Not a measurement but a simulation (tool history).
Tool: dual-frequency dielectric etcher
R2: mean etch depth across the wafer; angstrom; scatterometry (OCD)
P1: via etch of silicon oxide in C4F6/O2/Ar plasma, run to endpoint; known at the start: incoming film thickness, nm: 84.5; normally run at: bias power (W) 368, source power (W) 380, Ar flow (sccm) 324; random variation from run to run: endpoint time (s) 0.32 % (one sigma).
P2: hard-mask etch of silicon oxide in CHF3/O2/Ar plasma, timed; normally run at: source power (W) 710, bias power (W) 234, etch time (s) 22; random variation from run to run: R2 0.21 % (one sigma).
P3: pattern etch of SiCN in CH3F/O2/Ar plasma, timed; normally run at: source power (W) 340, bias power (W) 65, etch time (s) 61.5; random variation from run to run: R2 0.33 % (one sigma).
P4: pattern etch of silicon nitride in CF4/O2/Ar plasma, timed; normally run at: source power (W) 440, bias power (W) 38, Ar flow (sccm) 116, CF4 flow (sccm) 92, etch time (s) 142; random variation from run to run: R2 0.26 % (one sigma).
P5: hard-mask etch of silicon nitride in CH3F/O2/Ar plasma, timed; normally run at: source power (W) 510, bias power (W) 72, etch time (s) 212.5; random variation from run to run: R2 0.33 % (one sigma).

Run 1, hour 5.2: process that ran P1, bias power (W) 368, source power (W) 380, Ar flow (sccm) 324. Result: endpoint time (s) 21.93.
Run 2, hour 13.6: process that ran P1, bias power (W) 283, source power (W) 380, Ar flow (sccm) 324. Result: endpoint time (s) 23.953.
Run 3, hour 20.8: process that ran P5, bias power (W) 72, source power (W) 660, etch time (s) 212.5. Result: R2 1781 angstrom.
Run 4, hour 28.6: process that ran P1, bias power (W) 444, source power (W) 380, Ar flow (sccm) 324. Result: endpoint time (s) 20.466.
Run 5, hour 37.7: process that ran P5, bias power (W) 94, source power (W) 510, etch time (s) 212.5. Result: R2 1767.3 angstrom.
Run 6, hour 42.7: process that ran P4, bias power (W) 38, source power (W) 580, Ar flow (sccm) 116, etch time (s) 142, CF4 flow (sccm) 92. Result: R2 2738.2 angstrom.
Run 7, hour 51.9: process that ran P2, bias power (W) 234, source power (W) 710, etch time (s) 28. Result: R2 649.79 angstrom.
Run 8, hour 61.1: process that ran P1, bias power (W) 368, source power (W) 380, Ar flow (sccm) 324. Result: endpoint time (s) 21.795.
Run 9, hour 66.7: process that ran P1, bias power (W) 260, source power (W) 380, Ar flow (sccm) 408. Result: endpoint time (s) 25.209.
Run 10, hour 74: process that ran P5, bias power (W) 72, source power (W) 510, etch time (s) 212.5. Result: R2 1604.8 angstrom.
Run 11, hour 80: process that ran P1, bias power (W) 368, source power (W) 380, Ar flow (sccm) 440. Result: endpoint time (s) 22.579.
Run 12, hour 87.5: process that ran P4, bias power (W) 38, source power (W) 440, Ar flow (sccm) 116, etch time (s) 87, CF4 flow (sccm) 92. Result: R2 1321.2 angstrom.
Run 13, hour 95.2: process that ran P3, bias power (W) 65, source power (W) 250, etch time (s) 61.5. Result: R2 186.6 angstrom.
Run 14, hour 101.7: process that ran P1, bias power (W) 368, source power (W) 380, Ar flow (sccm) 324. Result: endpoint time (s) 21.824.
Run 15, hour 110.3: process that ran P1, bias power (W) 368, source power (W) 380, Ar flow (sccm) 263. Result: endpoint time (s) 21.329.
Run 16, hour 116.4: process that ran P1, bias power (W) 368, source power (W) 220, Ar flow (sccm) 324. Result: endpoint time (s) 26.965.
Run 17, hour 120.7: process that ran P2, bias power (W) 234, source power (W) 710, etch time (s) 22. Result: R2 508.8 angstrom.
Run 18, hour 127: process that ran P1, bias power (W) 368, source power (W) 380, Ar flow (sccm) 324. Result: endpoint time (s) 21.89.
Run 19, hour 133.9: process that ran P4, bias power (W) 38, source power (W) 440, Ar flow (sccm) 116, etch time (s) 142, CF4 flow (sccm) 92. Result: R2 2149 angstrom.
Run 20, hour 140.2: process that ran P4, bias power (W) 38, source power (W) 440, Ar flow (sccm) 116, etch time (s) 142, CF4 flow (sccm) 92. Result: R2 2149.9 angstrom.
Run 21, hour 146.1: process that ran P1, bias power (W) 368, source power (W) 490, Ar flow (sccm) 324. Result: endpoint time (s) 19.93.
Run 22, hour 152.4: process that ran P3, bias power (W) 65, source power (W) 340, etch time (s) 34. Result: R2 116.33 angstrom.
Run 23, hour 157.5: process that ran P1, bias power (W) 368, source power (W) 380, Ar flow (sccm) 324. Result: endpoint time (s) 21.877.
Run 24, hour 165.5: process that ran P3, bias power (W) 39, source power (W) 340, etch time (s) 61.5. Result: R2 177.29 angstrom.

Forecast run 25:
Run 25, hour 170.6: process that ran P5, bias power (W) 72, source power (W) 510, etch time (s) 311.5. Result: R2 ?.

R2: 2360.3 angstrom
